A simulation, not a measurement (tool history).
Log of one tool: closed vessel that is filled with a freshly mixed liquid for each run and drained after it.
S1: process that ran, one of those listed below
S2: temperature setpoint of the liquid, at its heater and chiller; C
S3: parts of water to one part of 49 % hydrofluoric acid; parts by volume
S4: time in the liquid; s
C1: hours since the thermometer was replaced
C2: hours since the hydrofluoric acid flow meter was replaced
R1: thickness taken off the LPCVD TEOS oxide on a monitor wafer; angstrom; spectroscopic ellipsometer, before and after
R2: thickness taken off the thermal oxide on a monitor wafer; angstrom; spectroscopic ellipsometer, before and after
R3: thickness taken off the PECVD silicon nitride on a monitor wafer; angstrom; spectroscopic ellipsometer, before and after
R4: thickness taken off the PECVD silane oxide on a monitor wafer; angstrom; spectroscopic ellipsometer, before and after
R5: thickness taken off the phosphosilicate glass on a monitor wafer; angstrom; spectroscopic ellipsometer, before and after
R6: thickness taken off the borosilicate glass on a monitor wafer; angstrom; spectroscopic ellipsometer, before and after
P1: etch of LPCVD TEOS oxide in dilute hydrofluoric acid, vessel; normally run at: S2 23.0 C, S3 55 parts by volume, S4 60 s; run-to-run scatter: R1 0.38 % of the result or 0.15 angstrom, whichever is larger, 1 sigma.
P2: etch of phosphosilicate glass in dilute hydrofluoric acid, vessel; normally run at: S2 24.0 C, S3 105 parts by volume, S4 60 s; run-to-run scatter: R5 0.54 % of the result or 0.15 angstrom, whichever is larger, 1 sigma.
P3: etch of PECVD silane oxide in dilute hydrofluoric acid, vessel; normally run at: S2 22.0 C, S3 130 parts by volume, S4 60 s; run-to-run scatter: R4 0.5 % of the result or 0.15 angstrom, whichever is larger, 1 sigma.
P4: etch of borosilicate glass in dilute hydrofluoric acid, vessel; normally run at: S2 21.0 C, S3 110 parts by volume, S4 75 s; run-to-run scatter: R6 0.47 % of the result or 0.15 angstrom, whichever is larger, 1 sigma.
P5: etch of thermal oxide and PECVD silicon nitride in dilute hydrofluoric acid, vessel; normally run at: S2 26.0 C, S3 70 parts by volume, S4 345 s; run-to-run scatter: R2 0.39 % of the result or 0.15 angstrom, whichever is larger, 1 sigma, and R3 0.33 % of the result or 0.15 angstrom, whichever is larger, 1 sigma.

run,hour,S1,S2,S3,S4,C1,C2,R1,R2,R3,R4,R5,R6
1,18.3,P1,23.0,55,60,661.5,370.4,577.51,,,,,
2,32.5,P5,26.0,30,345,675.7,384.6,,642.47,402.57,,,
3,42.3,P3,22.0,130,30,685.5,394.4,,,,30.978,,
4,55.4,P2,24.0,105,60,698.6,407.5,,,,,501.07,
5,69.1,P2,20.0,105,60,712.3,421.2,,,,,424.54,
6,82.6,P4,21.0,110,145,725.8,434.7,,,,,,433.29
7,93.2,P1,23.0,55,60,736.4,445.3,579.79,,,,,
8,107.1,P1,31.0,100,60,750.3,459.2,410.11,,,,,
9,124.7,P1,23.0,55,30,767.9,476.8,289.45,,,,,
10,143.6,P1,17.0,55,60,786.8,495.7,452.01,,,,,
11,161.5,P1,27.0,100,60,804.7,513.6,353.39,,,,,
12,170.6,P3,22.0,75,60,813.8,522.7,,,,114.480,,
13,184.5,P1,27.5,55,60,827.7,536.6,697.04,,,,,
14,193.9,P3,17.0,130,60,837.1,546.0,,,,50.872,,
15,206.5,P1,23.0,30,60,849.7,558.6,1097.40,,,,,
16,221.2,P4,26.5,110,75,864.4,573.3,,,,,,277.88
17,232.6,P1,23.0,105,60,875.8,584.7,285.81,,,,,
18,245.4,P1,17.0,55,110,888.6,597.5,827.13,,,,,
19,261.3,P3,22.0,130,60,904.5,613.4,,,,62.377,,
20,278.0,P1,23.0,55,60,921.2,630.1,580.88,,,,,
21,291.9,P2,24.0,50,60,935.1,644.0,,,,,1134.30,
22,303.0,P4,21.0,110,75,946.2,655.1,,,,,,221.68
23,315.3,P4,21.0,190,75,958.5,667.4,,,,,,117.38
24,330.6,P1,23.0,55,100,973.8,682.7,959.34,,,,,
25,348.1,P2,24.0,105,30,991.3,700.2,,,,,250.08,
26,360.0,P1,23.0,55,60,1003.2,712.1,581.30,,,,,
27,370.1,P4,21.0,110,75,1013.3,722.2,,,,,,222.24
28,380.7,P1,23.0,55,60,1023.9,732.8,581.46,,,,,
29,391.7,P1,23.0,55,60,1034.9,743.8,581.55,,,,,
30,408.3,P2,24.0,105,60,1051.5,760.4,,,,,501.24,
31,417.5,P5,26.0,70,345,1060.7,769.6,,260.56,175.17,,,
32,434.4,P5,19.5,70,345,1077.6,786.5,,199.85,113.28,,,
33,448.4,P5,26.0,70,645,1091.6,800.5,,484.87,328.49,,,
34,463.6,P3,22.0,130,60,1106.8,815.7,,,,62.246,,
35,479.6,P1,23.0,55,60,1122.8,831.7,581.81,,,,,
36,489.1,P1,23.0,55,60,1132.3,841.2,566.88,,,,,
37,498.3,P1,23.0,55,60,1141.5,850.4,553.70,,,,,
38,514.4,P1,23.0,55,60,1157.6,866.5,546.59,,,,,
39,531.6,P1,23.0,55,60,1174.8,883.7,542.11,,,,,
40,540.9,P1,23.0,55,60,1184.1,893.0,537.78,,,,,
41,554.5,P1,23.0,55,60,1197.7,906.6,533.12,,,,,
42,570.1,P1,23.0,55,60,1213.3,922.2,532.02,,,,,
43,585.9,P1,23.0,55,60,1229.1,938.0,528.24,,,,,
44,600.6,P1,23.0,55,60,1243.8,952.7,530.29,,,,,
45,611.9,P1,23.0,55,60,1255.1,964.0,531.21,,,,,

What P1 gives has crept away from where it was. These 2 causes fit the log equally well, each at the size given:
A: liquid colder than its thermometer reads (K) = 2.26
B: hydrofluoric acid flow below the setpoint (%) = 8.39
The creep began at about hour 479.6.

4 check runs are offered, one wafer each, their results left as question marks. Which one tells the causes apart?
check 1,623.2,P3,22.0,130,60,,,,,,?,,
check 2,623.2,P4,21.0,110,75,,,,,,,,?
check 3,623.2,P2,24.0,105,60,,,,,,,?,
check 4,623.2,P5,26.0,70,345,,,,?,?,,,

What each check would give under each cause:
check,result,if A,if B
check 1,R4,56.825,56.227
check 2,R6,203.30,201.98
check 3,R5,456.86,452.70
check 4,R2,237.65,236.38
check 4,R3,151.31,161.20
How far apart the two closest causes lie, in the result that separates them most: check 1 1.06 %; check 2 0.65 %; check 3 0.92 %; check 4 6.33 %
Only check 4 tells the causes apart: in the others they would give nearly the same result.

Check 4 was then run and gave: R2 237.68 angstrom; R3 151.72 angstrom. Which cause is it?

It is A: liquid colder than its thermometer reads (K).
